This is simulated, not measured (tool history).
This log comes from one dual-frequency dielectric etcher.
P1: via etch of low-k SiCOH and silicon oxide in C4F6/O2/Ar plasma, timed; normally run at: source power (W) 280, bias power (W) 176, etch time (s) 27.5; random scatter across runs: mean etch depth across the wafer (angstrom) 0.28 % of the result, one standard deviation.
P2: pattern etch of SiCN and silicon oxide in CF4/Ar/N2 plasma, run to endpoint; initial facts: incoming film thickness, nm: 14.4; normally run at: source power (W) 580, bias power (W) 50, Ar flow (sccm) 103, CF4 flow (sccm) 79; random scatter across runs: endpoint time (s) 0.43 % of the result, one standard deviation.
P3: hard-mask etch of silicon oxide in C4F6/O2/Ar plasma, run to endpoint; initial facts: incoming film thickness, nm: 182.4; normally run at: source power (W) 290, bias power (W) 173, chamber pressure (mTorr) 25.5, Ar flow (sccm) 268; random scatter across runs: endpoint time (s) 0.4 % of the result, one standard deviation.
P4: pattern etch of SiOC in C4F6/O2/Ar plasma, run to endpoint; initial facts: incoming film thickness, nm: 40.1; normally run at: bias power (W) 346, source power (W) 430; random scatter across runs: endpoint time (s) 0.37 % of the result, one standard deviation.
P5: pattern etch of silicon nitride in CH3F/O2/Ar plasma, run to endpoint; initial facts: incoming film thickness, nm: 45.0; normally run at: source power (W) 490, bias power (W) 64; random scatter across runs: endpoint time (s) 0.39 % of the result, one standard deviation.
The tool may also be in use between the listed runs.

run,day,process that ran,source power (W),bias power (W),etch time (s),chamber pressure (mTorr),Ar flow (sccm),CF4 flow (sccm),hours since the last wet clean,hours since the last source power generator calibration,hours since the last bias power generator calibration,mean etch depth across the wafer (angstrom),endpoint time (s)
1,0.362,P1,280,176,27.5,,,,183.6,1494.0,1888.7,558.80,
2,0.962,P5,490,64,,,,,198.0,1508.4,1903.1,,60.502
3,1.621,P3,350,173,,25.5,268,,213.8,1524.2,1918.9,,58.414
4,2.350,P5,290,64,,,,,231.3,1541.7,1936.4,,74.123
5,2.854,P5,490,43,,,,,243.4,1553.8,1948.5,,69.243
6,3.192,P1,280,176,27.5,,,,251.5,1561.9,1956.6,561.71,
7,3.600,P1,280,176,27.5,,,,261.3,1571.7,1966.4,560.05,
8,4.288,P3,290,173,,25.5,268,,277.8,1588.2,1982.9,,63.552
9,4.688,P3,290,173,,25.5,268,,287.4,1597.8,1992.5,,63.227
10,5.279,P2,580,50,,,103,111,301.6,1612.0,2006.7,,13.586
11,6.008,P4,590,346,,,,,319.1,1629.5,2024.2,,13.077
12,6.362,P1,280,220,27.5,,,,327.6,1638.0,2032.7,603.84,
13,6.888,P1,280,176,27.5,,,,340.2,1650.6,2045.3,561.00,
14,7.442,P1,170,176,27.5,,,,353.5,1663.9,2058.6,463.36,
15,8.096,P2,580,50,,,126,79,369.2,1679.6,2074.3,,14.892
16,8.879,P2,350,50,,,103,79,388.0,1698.4,2093.1,,22.489
17,9.475,P3,290,110,,25.5,268,,402.3,1712.7,2107.4,,72.950
18,10.196,P2,580,40,,,103,79,419.6,1730.0,2124.7,,15.254
19,10.708,P1,280,107,27.5,,,,431.9,1742.3,2137.0,483.23,
# day 10.850: bias power generator calibrated
20,11.092,P1,210,141,27.5,,,,441.1,1751.5,5.9,465.11,
21,11.808,P4,430,346,,,,,458.3,1768.7,23.1,,14.717
22,12.408,P5,490,64,,,,,472.7,1783.1,37.5,,60.924
23,13.025,P1,280,176,27.5,,,,487.5,1797.9,52.3,559.86,
24,13.446,P1,280,176,18.5,,,,497.6,1808.0,62.4,376.25,
25,14.038,P1,390,176,27.5,,,,511.8,1822.2,76.6,637.40,
26,14.771,P1,190,139,27.5,,,,529.4,1839.8,94.2,445.70,
27,15.158,P1,280,176,39.5,,,,538.7,1849.1,103.5,807.85,
28,15.533,P1,210,218,27.5,,,,547.7,1858.1,112.5,539.97,
29,16.142,P4,430,346,,,,,562.3,1872.7,127.1,,14.620
30,16.492,P3,290,173,,36.0,268,,570.7,1881.1,135.5,,66.028
31,16.854,P2,580,50,,,103,79,579.4,1889.8,144.2,,14.314
# day 16.883: source power generator calibrated
32,17.442,P3,290,173,,25.5,172,,593.5,13.5,158.3,,60.273
33,17.833,P4,430,216,,,,,602.9,22.9,167.7,,17.325
34,18.571,P2,580,50,,,103,79,620.6,40.6,185.4,,14.286
35,19.146,P1,280,176,27.5,,,,634.4,54.4,199.2,560.48,
36,19.562,P1,280,176,27.5,,,,644.4,64.4,209.2,561.66,
37,19.929,P1,280,176,27.5,,,,653.2,73.2,218.0,568.28,
38,20.562,P1,280,176,27.5,,,,668.4,88.4,233.2,566.16,
# day 20.996: wet clean of the chamber
39,21.062,P1,280,176,27.5,,,,1.6,100.4,245.2,570.72,
40,21.729,P1,280,176,27.5,,,,17.6,116.4,261.2,566.09,
41,22.092,P1,280,176,27.5,,,,26.3,125.1,269.9,567.71,
42,22.558,P1,280,176,27.5,,,,37.5,136.3,281.1,568.43,

Run 43 has not been measured yet. What should we expect?
43,23.121,P1,280,176,27.5,,,,51.0,149.8,294.6,?,

{"run 43": {"mean etch depth across the wafer (angstrom)": 568.91}}

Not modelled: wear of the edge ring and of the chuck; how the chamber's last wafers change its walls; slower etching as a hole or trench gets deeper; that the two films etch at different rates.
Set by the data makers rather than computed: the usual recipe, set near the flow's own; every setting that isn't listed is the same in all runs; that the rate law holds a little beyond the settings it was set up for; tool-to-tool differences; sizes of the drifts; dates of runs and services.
